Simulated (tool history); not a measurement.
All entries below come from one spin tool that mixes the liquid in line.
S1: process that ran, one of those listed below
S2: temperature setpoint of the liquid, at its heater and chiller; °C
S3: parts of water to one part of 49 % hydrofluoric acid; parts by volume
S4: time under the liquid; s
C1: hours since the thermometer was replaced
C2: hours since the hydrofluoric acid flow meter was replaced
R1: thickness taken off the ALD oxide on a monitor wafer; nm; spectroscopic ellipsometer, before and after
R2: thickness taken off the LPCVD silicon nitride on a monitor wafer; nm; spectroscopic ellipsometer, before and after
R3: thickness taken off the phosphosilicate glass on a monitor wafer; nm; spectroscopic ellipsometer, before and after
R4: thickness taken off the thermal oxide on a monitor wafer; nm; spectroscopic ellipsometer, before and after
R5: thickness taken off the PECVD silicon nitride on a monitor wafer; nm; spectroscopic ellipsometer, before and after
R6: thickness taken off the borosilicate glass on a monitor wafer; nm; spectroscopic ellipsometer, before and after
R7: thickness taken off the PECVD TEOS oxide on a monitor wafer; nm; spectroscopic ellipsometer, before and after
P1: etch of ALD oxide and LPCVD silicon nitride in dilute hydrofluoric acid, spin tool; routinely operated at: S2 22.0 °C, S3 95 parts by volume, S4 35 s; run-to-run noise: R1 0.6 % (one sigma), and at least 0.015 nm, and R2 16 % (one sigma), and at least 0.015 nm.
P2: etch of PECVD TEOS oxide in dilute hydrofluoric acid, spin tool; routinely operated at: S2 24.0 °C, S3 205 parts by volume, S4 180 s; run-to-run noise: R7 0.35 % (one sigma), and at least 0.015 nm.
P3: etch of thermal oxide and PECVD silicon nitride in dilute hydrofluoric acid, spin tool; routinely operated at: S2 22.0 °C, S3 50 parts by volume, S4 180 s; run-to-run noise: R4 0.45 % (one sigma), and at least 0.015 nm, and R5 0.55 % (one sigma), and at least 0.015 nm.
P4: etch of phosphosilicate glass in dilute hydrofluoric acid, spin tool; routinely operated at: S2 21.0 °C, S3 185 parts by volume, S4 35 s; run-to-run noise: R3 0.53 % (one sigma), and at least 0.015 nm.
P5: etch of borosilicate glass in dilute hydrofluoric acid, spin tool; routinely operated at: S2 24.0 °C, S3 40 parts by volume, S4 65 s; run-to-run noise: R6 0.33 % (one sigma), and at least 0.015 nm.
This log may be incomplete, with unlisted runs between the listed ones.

run 1 hour=5.4 | S1=P1 S2=22.0 S3=95 S4=35 | C1=834.6 C2=427.0 | R1=5.8900 R2=0.107820
run 2 hour=9.8 | S1=P1 S2=22.0 S3=25 S4=35 | C1=839.0 C2=431.4 | R1=24.2230 R2=0.569430
run 3 hour=16.2 | S1=P4 S2=21.0 S3=185 S4=35 | C1=845.4 C2=437.8 | R3=9.3929
run 4 hour=22.7 | S1=P1 S2=22.0 S3=95 S4=35 | C1=851.9 C2=444.3 | R1=5.9206 R2=0.143580
run 5 hour=28.6 | S1=P3 S2=22.0 S3=50 S4=180 | C1=857.8 C2=450.2 | R4=16.5740 R5=5.0683
run 6 hour=34.4 | S1=P1 S2=22.0 S3=95 S4=15 | C1=863.6 C2=456.0 | R1=2.5263 R2=0.089946
run 7 hour=41.9 | S1=P5 S2=24.0 S3=60 S4=65 | C1=871.1 C2=463.5 | R6=35.980
run 8 hour=46.8 | S1=P3 S2=22.0 S3=90 S4=180 | C1=876.0 C2=468.4 | R4=8.7799 R5=2.8737
run 9 hour=54.8 | S1=P2 S2=17.0 S3=205 S4=180 | C1=884.0 C2=476.4 | R7=9.2957
run 10 hour=61.2 | S1=P3 S2=22.0 S3=50 S4=260 | C1=890.4 C2=482.8 | R4=23.9730 R5=7.3587
run 11 hour=65.7 | S1=P1 S2=30.0 S3=95 S4=35 | C1=894.9 C2=487.3 | R1=7.9711 R2=0.192630
run 12 hour=70.9 | S1=P1 S2=28.0 S3=145 S4=35 | C1=900.1 C2=492.5 | R1=4.5561 R2=0.159300
run 13 hour=77.9 | S1=P4 S2=17.0 S3=185 S4=35 | C1=907.1 C2=499.5 | R3=8.1258
run 14 hour=85.5 | S1=P5 S2=18.5 S3=40 S4=65 | C1=914.7 C2=507.1 | R6=43.891
run 15 hour=89.2 | S1=P2 S2=24.0 S3=205 S4=180 | C1=918.4 C2=510.8 | R7=12.1260
run 16 hour=94.7 | S1=P4 S2=21.0 S3=185 S4=65 | C1=923.9 C2=516.3 | R3=17.5510
run 17 hour=101.9 | S1=P2 S2=24.0 S3=205 S4=345 | C1=931.1 C2=523.5 | R7=23.4380
run 18 hour=107.6 | S1=P5 S2=24.0 S3=40 S4=15 | C1=936.8 C2=529.2 | R6=12.760
run 19 hour=115.6 | S1=P2 S2=24.0 S3=290 S4=180 | C1=944.8 C2=537.2 | R7=7.8675
run 20 hour=122.3 | S1=P1 S2=22.0 S3=95 S4=35 | C1=951.5 C2=543.9 | R1=5.8376 R2=0.151450
run 21 hour=130.3 | S1=P1 S2=22.0 S3=155 S4=35 | C1=959.5 C2=551.9 | R1=3.3954 R2=0.043830
run 22 hour=136.9 | S1=P1 S2=22.0 S3=95 S4=35 | C1=966.1 C2=558.5 | R1=5.8488 R2=0.171120
run 23 hour=142.9 | S1=P1 S2=22.0 S3=95 S4=35 | C1=972.1 C2=564.5 | R1=5.8262 R2=0.162910
run 24 hour=148.0 | S1=P1 S2=22.0 S3=95 S4=35 | C1=977.2 C2=569.6 | R1=5.8035 R2=0.078825
run 25 hour=154.9 | S1=P1 S2=29.5 S3=95 S4=15 | C1=984.1 C2=576.5 | R1=3.3289 R2=0.065443
run 26 hour=162.6 | S1=P5 S2=24.0 S3=40 S4=65 | C1=991.8 C2=584.2 | R6=55.611
run 27 hour=167.2 | S1=P5 S2=24.0 S3=40 S4=65 | C1=996.4 C2=588.8 | R6=55.295
run 28 hour=175.1 | S1=P3 S2=22.0 S3=50 S4=180 | C1=1004.3 C2=596.7 | R4=16.6530 R5=5.1116
run 29 hour=180.2 | S1=P1 S2=22.0 S3=95 S4=55 | C1=1009.4 C2=601.8 | R1=9.3411 R2=0.176600
run 30 hour=183.7 | S1=P1 S2=17.0 S3=95 S4=35 | C1=1012.9 C2=605.3 | R1=4.7548 R2=0.147420
run 31 hour=189.7 | S1=P1 S2=22.0 S3=95 S4=35 | C1=1018.9 C2=611.3 | R1=5.8574 R2=0.151580
run 32 hour=195.9 | S1=P3 S2=28.0 S3=50 S4=180 | C1=1025.1 C2=617.5 | R4=21.4950 R5=7.6834
run 33 hour=201.4 | S1=P4 S2=21.0 S3=280 S4=35 | C1=1030.6 C2=623.0 | R3=5.6310
run 34 hour=206.2 | S1=P1 S2=22.0 S3=95 S4=35 | C1=1035.4 C2=627.8 | R1=5.7810 R2=0.177150
run 35 hour=211.0 | S1=P1 S2=22.0 S3=95 S4=35 | C1=1040.2 C2=632.6 | R1=6.0040 R2=0.178730
run 36 hour=216.6 | S1=P1 S2=22.0 S3=95 S4=35 | C1=1045.8 C2=638.2 | R1=6.0656 R2=0.150350
run 37 hour=223.3 | S1=P1 S2=22.0 S3=95 S4=35 | C1=1052.5 C2=644.9 | R1=6.1507 R2=0.106410
run 38 hour=227.7 | S1=P1 S2=22.0 S3=95 S4=35 | C1=1056.9 C2=649.3 | R1=6.1810 R2=0.178050
run 39 hour=231.3 | S1=P1 S2=22.0 S3=95 S4=35 | C1=1060.5 C2=652.9 | R1=6.1956 R2=0.180610

Predict the results of run 40:
run 40 hour=238.2 | S1=P1 S2=22.0 S3=95 S4=35 | C1=1067.4 C2=659.8 | R1=? R2=?

{"run 40": {"R1": 6.1939, "R2": 0.17891}}
